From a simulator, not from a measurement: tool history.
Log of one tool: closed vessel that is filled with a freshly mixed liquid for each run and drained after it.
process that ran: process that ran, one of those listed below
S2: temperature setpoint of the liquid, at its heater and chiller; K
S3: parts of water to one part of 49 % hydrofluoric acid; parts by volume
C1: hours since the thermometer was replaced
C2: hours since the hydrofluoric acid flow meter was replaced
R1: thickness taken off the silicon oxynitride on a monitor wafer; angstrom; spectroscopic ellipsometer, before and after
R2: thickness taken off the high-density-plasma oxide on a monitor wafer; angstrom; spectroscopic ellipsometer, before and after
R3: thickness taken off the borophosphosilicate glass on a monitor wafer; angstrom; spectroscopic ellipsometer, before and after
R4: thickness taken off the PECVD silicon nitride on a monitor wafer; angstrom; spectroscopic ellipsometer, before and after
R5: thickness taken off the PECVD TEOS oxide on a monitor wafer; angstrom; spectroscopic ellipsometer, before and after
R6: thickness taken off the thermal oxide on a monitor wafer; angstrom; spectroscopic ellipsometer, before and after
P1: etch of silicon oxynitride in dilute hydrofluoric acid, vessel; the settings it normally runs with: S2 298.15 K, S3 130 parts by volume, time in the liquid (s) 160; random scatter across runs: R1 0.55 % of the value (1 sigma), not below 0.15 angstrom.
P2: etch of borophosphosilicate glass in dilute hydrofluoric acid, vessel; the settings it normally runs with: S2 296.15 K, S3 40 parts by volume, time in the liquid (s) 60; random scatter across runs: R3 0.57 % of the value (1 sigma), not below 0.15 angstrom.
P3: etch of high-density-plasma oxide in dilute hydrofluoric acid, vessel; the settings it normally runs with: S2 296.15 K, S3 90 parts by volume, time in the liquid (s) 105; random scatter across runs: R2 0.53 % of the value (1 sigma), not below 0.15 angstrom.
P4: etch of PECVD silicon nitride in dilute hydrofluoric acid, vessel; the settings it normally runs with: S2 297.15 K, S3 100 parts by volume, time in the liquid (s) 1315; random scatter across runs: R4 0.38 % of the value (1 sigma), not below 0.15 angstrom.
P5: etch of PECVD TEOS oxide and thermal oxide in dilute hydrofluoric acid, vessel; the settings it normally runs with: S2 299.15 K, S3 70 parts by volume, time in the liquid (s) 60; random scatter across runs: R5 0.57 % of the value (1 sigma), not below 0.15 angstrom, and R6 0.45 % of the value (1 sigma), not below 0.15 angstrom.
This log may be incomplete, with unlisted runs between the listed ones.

run 1 hour=9.9 | process_that_ran=P1 S2=298.15 S3=130 time_in_the_liquid_(s)=160 | C1=1069.6 C2=574.6 | R1=45.6130
run 2 hour=18.6 | process_that_ran=P3 S2=296.15 S3=50 time_in_the_liquid_(s)=105 | C1=1078.3 C2=583.3 | R2=122.560
run 3 hour=28.6 | process_that_ran=P2 S2=296.15 S3=40 time_in_the_liquid_(s)=30 | C1=1088.3 C2=593.3 | R3=350.67
run 4 hour=38.4 | process_that_ran=P3 S2=296.15 S3=90 time_in_the_liquid_(s)=30 | C1=1098.1 C2=603.1 | R2=18.482
run 5 hour=46.5 | process_that_ran=P1 S2=298.15 S3=130 time_in_the_liquid_(s)=30 | C1=1106.2 C2=611.2 | R1=8.3388
run 6 hour=51.5 | process_that_ran=P2 S2=290.15 S3=40 time_in_the_liquid_(s)=60 | C1=1111.2 C2=616.2 | R3=543.04
run 7 hour=57.0 | process_that_ran=P1 S2=298.15 S3=130 time_in_the_liquid_(s)=160 | C1=1116.7 C2=621.7 | R1=46.2530
run 8 hour=63.0 | process_that_ran=P4 S2=297.15 S3=100 time_in_the_liquid_(s)=2415 | C1=1122.7 C2=627.7 | R4=668.83
run 9 hour=73.2 | process_that_ran=P2 S2=296.15 S3=20 time_in_the_liquid_(s)=60 | C1=1132.9 C2=637.9 | R3=1453.20
run 10 hour=79.2 | process_that_ran=P5 S2=299.15 S3=70 time_in_the_liquid_(s)=60 | C1=1138.9 C2=643.9 | R5=82.211 R6=47.057
run 11 hour=84.0 | process_that_ran=P4 S2=297.15 S3=100 time_in_the_liquid_(s)=1315 | C1=1143.7 C2=648.7 | R4=364.42
run 12 hour=92.9 | process_that_ran=P1 S2=304.15 S3=130 time_in_the_liquid_(s)=285 | C1=1152.6 C2=657.6 | R1=106.6300
run 13 hour=98.3 | process_that_ran=P4 S2=297.15 S3=150 time_in_the_liquid_(s)=1315 | C1=1158.0 C2=663.0 | R4=244.39
run 14 hour=107.9 | process_that_ran=P1 S2=298.15 S3=50 time_in_the_liquid_(s)=160 | C1=1167.6 C2=672.6 | R1=128.9200
run 15 hour=117.8 | process_that_ran=P1 S2=302.65 S3=130 time_in_the_liquid_(s)=160 | C1=1177.5 C2=682.5 | R1=55.8230
run 16 hour=127.8 | process_that_ran=P4 S2=297.15 S3=100 time_in_the_liquid_(s)=1315 | C1=1187.5 C2=692.5 | R4=363.47
run 17 hour=135.8 | process_that_ran=P5 S2=299.15 S3=70 time_in_the_liquid_(s)=95 | C1=1195.5 C2=700.5 | R5=131.510 R6=74.173
run 18 hour=142.0 | process_that_ran=P1 S2=298.15 S3=130 time_in_the_liquid_(s)=275 | C1=1201.7 C2=706.7 | R1=79.3640
run 19 hour=150.6 | process_that_ran=P2 S2=296.15 S3=40 time_in_the_liquid_(s)=60 | C1=1210.3 C2=715.3 | R3=709.07
run 20 hour=159.0 | process_that_ran=P4 S2=292.15 S3=100 time_in_the_liquid_(s)=1315 | C1=1218.7 C2=723.7 | R4=260.46
run 21 hour=165.7 | process_that_ran=P1 S2=298.15 S3=220 time_in_the_liquid_(s)=275 | C1=1225.4 C2=730.4 | R1=43.4280
run 22 hour=170.9 | process_that_ran=P1 S2=298.15 S3=130 time_in_the_liquid_(s)=160 | C1=1230.6 C2=735.6 | R1=45.3610

Forecast run 23:
run 23 hour=179.5 | process_that_ran=P5 S2=293.15 S3=70 time_in_the_liquid_(s)=60 | C1=1239.2 C2=744.2 | R5=? R6=?

Run 23 measured R5 64.072 angstrom, R6 37.126 angstrom.
